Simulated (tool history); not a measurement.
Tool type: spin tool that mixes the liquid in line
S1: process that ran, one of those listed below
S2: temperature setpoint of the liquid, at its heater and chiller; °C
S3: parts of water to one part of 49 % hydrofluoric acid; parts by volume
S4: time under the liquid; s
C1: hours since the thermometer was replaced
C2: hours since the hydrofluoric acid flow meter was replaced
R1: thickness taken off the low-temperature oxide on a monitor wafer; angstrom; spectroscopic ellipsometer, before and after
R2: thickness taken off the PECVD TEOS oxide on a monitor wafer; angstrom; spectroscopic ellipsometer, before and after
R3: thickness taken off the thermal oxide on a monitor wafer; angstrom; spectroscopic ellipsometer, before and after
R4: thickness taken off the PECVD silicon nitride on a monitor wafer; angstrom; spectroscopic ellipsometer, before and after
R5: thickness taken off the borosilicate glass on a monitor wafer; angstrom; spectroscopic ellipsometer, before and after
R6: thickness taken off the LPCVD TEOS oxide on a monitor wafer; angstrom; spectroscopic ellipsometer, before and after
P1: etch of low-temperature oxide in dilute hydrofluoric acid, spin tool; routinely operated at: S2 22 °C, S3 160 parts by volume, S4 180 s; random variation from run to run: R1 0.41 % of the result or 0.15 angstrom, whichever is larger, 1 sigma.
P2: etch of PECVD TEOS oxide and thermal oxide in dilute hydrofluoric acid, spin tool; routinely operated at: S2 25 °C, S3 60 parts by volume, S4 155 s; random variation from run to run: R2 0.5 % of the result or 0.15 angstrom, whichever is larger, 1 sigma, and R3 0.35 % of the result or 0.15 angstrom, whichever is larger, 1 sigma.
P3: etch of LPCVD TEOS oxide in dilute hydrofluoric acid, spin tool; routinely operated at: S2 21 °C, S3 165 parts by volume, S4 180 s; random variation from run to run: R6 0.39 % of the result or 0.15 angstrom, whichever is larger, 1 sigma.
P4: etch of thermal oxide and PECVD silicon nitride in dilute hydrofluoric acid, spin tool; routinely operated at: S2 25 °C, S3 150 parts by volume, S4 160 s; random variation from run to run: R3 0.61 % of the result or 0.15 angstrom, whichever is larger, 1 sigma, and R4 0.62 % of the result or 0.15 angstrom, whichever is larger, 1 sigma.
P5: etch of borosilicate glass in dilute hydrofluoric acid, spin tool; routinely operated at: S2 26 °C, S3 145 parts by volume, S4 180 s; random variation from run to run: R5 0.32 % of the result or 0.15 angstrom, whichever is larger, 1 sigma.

run,hour,S1,S2,S3,S4,C1,C2,R1,R2,R3,R4,R5,R6
1,6.2,P1,22,160,180,188.7,840.1,222.6,,,,,
2,17.1,P1,22,160,180,199.6,851,224.06,,,,,
3,26.3,P2,31.5,60,155,208.8,860.2,,392.4,176.58,,,
4,36.8,P4,25,65,160,219.3,870.7,,,125.27,121.36,,
5,46.7,P1,22,270,180,229.2,880.6,118.21,,,,,
6,55.4,P1,17.5,160,180,237.9,889.3,187.09,,,,,
7,61,P5,26,145,25,243.5,894.9,,,,,43.708,
8,66.3,P5,26,35,180,248.8,900.2,,,,,1496.6,
9,72,P1,26.5,245,180,254.5,905.9,156.57,,,,,
10,80.2,P1,28,160,340,262.7,914.1,527.06,,,,,
11,91.6,P2,25,60,80,274.1,925.5,,155.83,70.672,,,
12,102.4,P4,25,150,160,284.9,936.3,,,48.823,52.89,,
13,111.5,P1,22,160,180,294,945.4,224.68,,,,,
14,118.1,P2,25,60,155,300.6,952,,301.64,137.16,,,
15,129,P1,27,160,180,311.5,962.9,271.85,,,,,
16,136,P2,25,60,155,318.5,969.9,,302.14,136.81,,,
17,145.1,P1,22,160,65,327.6,979,80.835,,,,,
18,151.9,P3,17,165,180,334.4,985.8,,,,,,282.84
19,159,P4,30,150,160,341.5,992.9,,,58.846,70.777,,
20,169.2,P5,20,145,180,351.7,1003.1,,,,,249.3,
21,175.2,P2,25,110,155,357.7,1009.1,,154.22,70.044,,,
22,183.8,P5,26,145,180,366.3,1017.7,,,,,311.26,
23,192.8,P3,21,165,45,375.3,1026.7,,,,,,83.181
24,202.5,P1,22,40,180,385,1036.4,1035.1,,,,,
25,213.2,P1,22,95,85,395.7,1047.1,190.85,,,,,
26,221.3,P3,21,165,180,403.8,1055.2,,,,,,332.81
27,231.1,P3,21,45,180,413.6,1065,,,,,,1389.5
28,237.4,P4,25,150,245,419.9,1071.3,,,75.689,79.853,,
29,244.1,P1,22,160,355,426.6,1078,443.63,,,,,
30,252.7,P4,25,150,160,435.2,1086.6,,,48.993,52.362,,
31,264,P1,22,160,180,446.5,1097.9,223.34,,,,,
32,273.9,P1,22,160,180,456.4,1107.8,224.1,,,,,
33,284.2,P1,22,160,180,466.7,1118.1,217.59,,,,,
34,294.1,P1,22,160,180,476.6,1128,214.43,,,,,
35,302.2,P1,22,160,180,484.7,1136.1,213.44,,,,,
36,313.2,P1,22,160,180,495.7,1147.1,212.98,,,,,
37,320.6,P1,22,160,180,503.1,1154.5,211.89,,,,,
38,329.2,P1,22,160,180,511.7,1163.1,211.25,,,,,
39,336.5,P1,22,160,180,519,1170.4,211.98,,,,,
40,342.6,P1,22,160,180,525.1,1176.5,210.97,,,,,
41,350.6,P1,22,160,180,533.1,1184.5,209.85,,,,,
42,362,P1,22,160,180,544.5,1195.9,210.62,,,,,
43,369.6,P1,22,160,180,552.1,1203.5,210.32,,,,,

The log shows P1 creeping away from where it was. Any of the 2 causes listed here, at the size stated for it, fits the log just as well as the others:
A: hydrofluoric acid flow below the setpoint (%) = 5.15
B: liquid colder than its thermometer reads (K) = 1.6
The onset of the drift is placed at about hour 273.9.

The check runs listed below each take one wafer, and their results are still question marks. Under which run would the listed causes lead to clearly different results?
check 1,377.2,P3,17,165,180,,,,,,,,?
check 2,377.2,P5,26,60,75,,,,,,,?,
check 3,377.2,P4,25,150,245,,,,,?,?,,
check 4,377.2,P2,25,105,155,,,,?,?,,,

How each check would come out, cause by cause:
check,result,if A,if B
check 1,R6,265.62,264.51
check 2,R5,332.88,330.45
check 3,R3,70.438,70.528
check 3,R4,76.192,72.437
check 4,R2,153.29,152.82
check 4,R3,69.574,69.359
Per-check spread between the two closest causes, in the result where they differ most: check 1 0.42 %; check 2 0.73 %; check 3 5.05 %; check 4 0.31 %
Only check 3 tells the causes apart: in the others they would give nearly the same result.

Running check 3 produced the following: R3 70.523 angstrom; R4 72.359 angstrom. Which one of the listed causes fits?

B is the cause: liquid colder than its thermometer reads (K).
